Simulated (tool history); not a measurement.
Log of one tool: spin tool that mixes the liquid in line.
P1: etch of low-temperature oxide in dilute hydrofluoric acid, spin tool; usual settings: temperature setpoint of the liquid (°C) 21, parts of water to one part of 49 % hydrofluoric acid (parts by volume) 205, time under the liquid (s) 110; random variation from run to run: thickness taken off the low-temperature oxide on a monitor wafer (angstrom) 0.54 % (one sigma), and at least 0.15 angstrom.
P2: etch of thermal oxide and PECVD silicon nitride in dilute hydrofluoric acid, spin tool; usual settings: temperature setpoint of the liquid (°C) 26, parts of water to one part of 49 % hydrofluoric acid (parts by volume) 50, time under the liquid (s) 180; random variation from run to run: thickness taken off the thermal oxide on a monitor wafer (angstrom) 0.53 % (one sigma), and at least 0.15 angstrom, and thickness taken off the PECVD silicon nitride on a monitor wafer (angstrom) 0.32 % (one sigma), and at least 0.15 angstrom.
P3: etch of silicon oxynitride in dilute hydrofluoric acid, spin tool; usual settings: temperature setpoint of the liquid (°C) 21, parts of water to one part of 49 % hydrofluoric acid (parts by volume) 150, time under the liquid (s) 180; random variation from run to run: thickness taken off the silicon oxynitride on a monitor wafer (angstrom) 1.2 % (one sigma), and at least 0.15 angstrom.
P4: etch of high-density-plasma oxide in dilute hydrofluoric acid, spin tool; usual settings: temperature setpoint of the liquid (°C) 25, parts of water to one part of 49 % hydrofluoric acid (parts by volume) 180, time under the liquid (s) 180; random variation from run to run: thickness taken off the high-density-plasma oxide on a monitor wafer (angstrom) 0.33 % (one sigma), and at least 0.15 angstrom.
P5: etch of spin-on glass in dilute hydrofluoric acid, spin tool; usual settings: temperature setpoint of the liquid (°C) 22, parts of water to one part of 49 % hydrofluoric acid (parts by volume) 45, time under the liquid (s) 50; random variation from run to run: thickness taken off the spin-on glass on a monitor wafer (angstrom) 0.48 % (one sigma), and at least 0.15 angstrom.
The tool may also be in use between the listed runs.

| run | hour | process that ran | temperature setpoint of the liquid (°C) | parts of water to one part of 49 % hydrofluoric acid (parts by volume) | time under the liquid (s) | hours since the thermometer was replaced | hours since the hydrofluoric acid flow meter was replaced | thickness taken off the low-temperature oxide on a monitor wafer (angstrom) | thickness taken off the spin-on glass on a monitor wafer (angstrom) | thickness taken off the high-density-plasma oxide on a monitor wafer (angstrom) | thickness taken off the silicon oxynitride on a monitor wafer (angstrom) | thickness taken off the thermal oxide on a monitor wafer (angstrom) | thickness taken off the PECVD silicon nitride on a monitor wafer (angstrom) |
|---|---|---|---|---|---|---|---|---|---|---|---|---|---|
| 1 | 13.4 | P1 | 21 | 205 | 110 | 1201.2 | 506.9 | 103.38 |  |  |  |  |  |
| 2 | 30.6 | P5 | 22 | 70 | 50 | 1218.4 | 524.1 |  | 171.84 |  |  |  |  |
| 3 | 40.2 | P4 | 32.5 | 180 | 180 | 1228 | 533.7 |  |  | 101.36 |  |  |  |
| 4 | 51.5 | P3 | 21 | 150 | 180 | 1239.3 | 545 |  |  |  | 17.874 |  |  |
| 5 | 63.1 | P4 | 25 | 310 | 180 | 1250.9 | 556.6 |  |  | 39.333 |  |  |  |
| 6 | 74.9 | P1 | 28.5 | 55 | 110 | 1262.7 | 568.4 | 618.92 |  |  |  |  |  |
| 7 | 89.6 | P1 | 27.5 | 205 | 110 | 1277.4 | 583.1 | 130.07 |  |  |  |  |  |
| 8 | 104.4 | P2 | 26 | 50 | 180 | 1292.2 | 597.9 |  |  |  |  | 190.33 | 113.73 |
| 9 | 114.5 | P1 | 21 | 205 | 110 | 1302.3 | 608 | 104.98 |  |  |  |  |  |
| 10 | 125.9 | P3 | 28.5 | 150 | 180 | 1313.7 | 619.4 |  |  |  | 24.559 |  |  |
| 11 | 142.9 | P1 | 21 | 40 | 110 | 1330.7 | 636.4 | 638.95 |  |  |  |  |  |
| 12 | 160 | P2 | 22 | 50 | 180 | 1347.8 | 653.5 |  |  |  |  | 161.94 | 86.525 |
| 13 | 168.4 | P1 | 26.5 | 205 | 70 | 1356.2 | 661.9 | 81.105 |  |  |  |  |  |
| 14 | 186 | P1 | 21 | 205 | 190 | 1373.8 | 679.5 | 181.19 |  |  |  |  |  |
| 15 | 201.5 | P3 | 21 | 150 | 35 | 1389.3 | 695 |  |  |  | 3.2913 |  |  |
| 16 | 214.3 | P2 | 26 | 90 | 180 | 1402.1 | 707.8 |  |  |  |  | 99.148 | 63.399 |
| 17 | 231.1 | P1 | 21 | 205 | 110 | 1418.9 | 724.6 | 103.49 |  |  |  |  |  |
| 18 | 243.5 | P5 | 30 | 45 | 50 | 1431.3 | 737 |  | 385.96 |  |  |  |  |
| 19 | 262.2 | P1 | 17 | 205 | 110 | 1450 | 755.7 | 87.705 |  |  |  |  |  |
| 20 | 271.8 | P1 | 21 | 205 | 15 | 1459.6 | 765.3 | 14 |  |  |  |  |  |
| 21 | 288 | P1 | 21 | 205 | 110 | 1475.8 | 781.5 | 102.3 |  |  |  |  |  |
|  | 294.3 | hydrofluoric acid flow meter replaced |
| 22 | 298.9 | P1 | 21 | 305 | 110 | 1486.7 | 4.7 | 62.955 |  |  |  |  |  |
| 23 | 317.6 | P1 | 17 | 205 | 20 | 1505.4 | 23.4 | 16.006 |  |  |  |  |  |
| 24 | 329.5 | P5 | 22 | 45 | 50 | 1517.3 | 35.3 |  | 276.62 |  |  |  |  |
| 25 | 347.8 | P5 | 22 | 45 | 15 | 1535.6 | 53.6 |  | 82.713 |  |  |  |  |
| 26 | 363.3 | P2 | 26 | 50 | 180 | 1551.1 | 69.1 |  |  |  |  | 190.53 | 112.24 |
| 27 | 380.1 | P3 | 21 | 270 | 180 | 1567.9 | 85.9 |  |  |  | 8.9453 |  |  |
| 28 | 391 | P4 | 25 | 180 | 355 | 1578.8 | 96.8 |  |  | 153.8 |  |  |  |
| 29 | 402.8 | P5 | 22 | 45 | 50 | 1590.6 | 108.6 |  | 276.32 |  |  |  |  |
| 30 | 412 | P4 | 25 | 180 | 180 | 1599.8 | 117.8 |  |  | 78.212 |  |  |  |
| 31 | 426.9 | P2 | 26 | 50 | 290 | 1614.7 | 132.7 |  |  |  |  | 307.26 | 183.35 |
| 32 | 436.7 | P1 | 21 | 205 | 110 | 1624.5 | 142.5 | 103.82 |  |  |  |  |  |
| 33 | 455.4 | P1 | 21 | 205 | 110 | 1643.2 | 161.2 | 107.52 |  |  |  |  |  |
| 34 | 467.9 | P1 | 21 | 205 | 110 | 1655.7 | 173.7 | 109.99 |  |  |  |  |  |
| 35 | 480.7 | P1 | 21 | 205 | 110 | 1668.5 | 186.5 | 110.49 |  |  |  |  |  |
| 36 | 490.3 | P1 | 21 | 205 | 110 | 1678.1 | 196.1 | 109 |  |  |  |  |  |
| 37 | 505.5 | P1 | 21 | 205 | 110 | 1693.3 | 211.3 | 110.73 |  |  |  |  |  |
| 38 | 514.7 | P1 | 21 | 205 | 110 | 1702.5 | 220.5 | 110.94 |  |  |  |  |  |

What P1 gives has crept away from where it was. These 2 causes fit the log equally well, each at the size given:
A: liquid hotter than its thermometer reads (K) = 1.76
B: hydrofluoric acid flow above the setpoint (%) = 5.66
The creep began at about hour 436.7.

4 check runs are offered, one wafer each, their results left as question marks. Which one tells the causes apart?
| check 1 | 523.9 | P5 | 28 | 45 | 50 |  |  |  | ? |  |  |  |  |
| check 2 | 523.9 | P4 | 29 | 180 | 305 |  |  |  |  | ? |  |  |  |
| check 3 | 523.9 | P3 | 27.5 | 150 | 50 |  |  |  |  |  | ? |  |  |
| check 4 | 523.9 | P2 | 26 | 80 | 180 |  |  |  |  |  |  | ? | ? |

What each check would give under each cause:
| check | result | if A | if B |
|---|---|---|---|
| check 1 | thickness taken off the spin-on glass on a monitor wafer (angstrom) | 379.53 | 375.23 |
| check 2 | thickness taken off the high-density-plasma oxide on a monitor wafer (angstrom) | 162.55 | 163.38 |
| check 3 | thickness taken off the silicon oxynitride on a monitor wafer (angstrom) | 7.0347 | 6.929 |
| check 4 | thickness taken off the thermal oxide on a monitor wafer (angstrom) | 122.54 | 121.54 |
| check 4 | thickness taken off the PECVD silicon nitride on a monitor wafer (angstrom) | 79.781 | 75.146 |
How far apart the two closest causes lie, in the result that separates them most: check 1 1.14 %; check 2 0.51 %; check 3 1.51 %; check 4 5.99 %
Check 4 tells the causes apart: in the others they would give nearly the same result.

Then check 4 was run and gave: thickness taken off the thermal oxide on a monitor wafer (angstrom) 123.31; thickness taken off the PECVD silicon nitride on a monitor wafer (angstrom) 79.72. Which cause is it?

It is A: liquid hotter than its thermometer reads (K).
